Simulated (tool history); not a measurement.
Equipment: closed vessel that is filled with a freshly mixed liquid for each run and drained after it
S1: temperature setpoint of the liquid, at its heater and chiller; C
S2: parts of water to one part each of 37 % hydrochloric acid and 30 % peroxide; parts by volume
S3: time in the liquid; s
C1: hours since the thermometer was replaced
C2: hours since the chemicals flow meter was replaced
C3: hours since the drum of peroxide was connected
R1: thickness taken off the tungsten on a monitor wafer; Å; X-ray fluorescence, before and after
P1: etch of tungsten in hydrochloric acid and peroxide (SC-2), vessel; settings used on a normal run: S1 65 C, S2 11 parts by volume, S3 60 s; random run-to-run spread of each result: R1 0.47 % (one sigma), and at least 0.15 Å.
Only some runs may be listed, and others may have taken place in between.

run    day    S1   S2  S3     C1     C2     C3      R1
  1  0.179    65   11  60  171.4    491  183.2     226
  2  0.404    51   11  60  176.8  496.4  188.6  92.053
  3  0.508    72   11  30  179.3  498.9  191.1  170.53
  4  0.638    65   11  60  182.4    502  194.2  223.42
  5  0.854    65   16  60  187.6  507.2  199.4  161.77
  6  1.046    65   11  60  192.2  511.8    204  222.64
  7  1.204    72   11  60    196  515.6  207.8  339.97
  8  1.354    65   11  30  199.6  519.2  211.4  111.73
  9  1.558    65    4  60  204.5  524.1  216.3   483.9
 10  1.804    65   17  30  210.4    530  222.2  76.451
 11  2.033    65   11  60  215.9  535.5  227.7  225.36
 12   2.15    65   11  60  218.7  538.3  230.5  222.87
     2.262  -- new drum of peroxide connected
 13  2.367  56.5  6.5  60  223.9  543.5    2.6  202.68
 14  2.579    65   11  60    229  548.6    7.7  224.72

Expected results for the next run?
 15  2.688  65  11  105  231.6  551.2  10.3   ?

R1: 388.86 Å
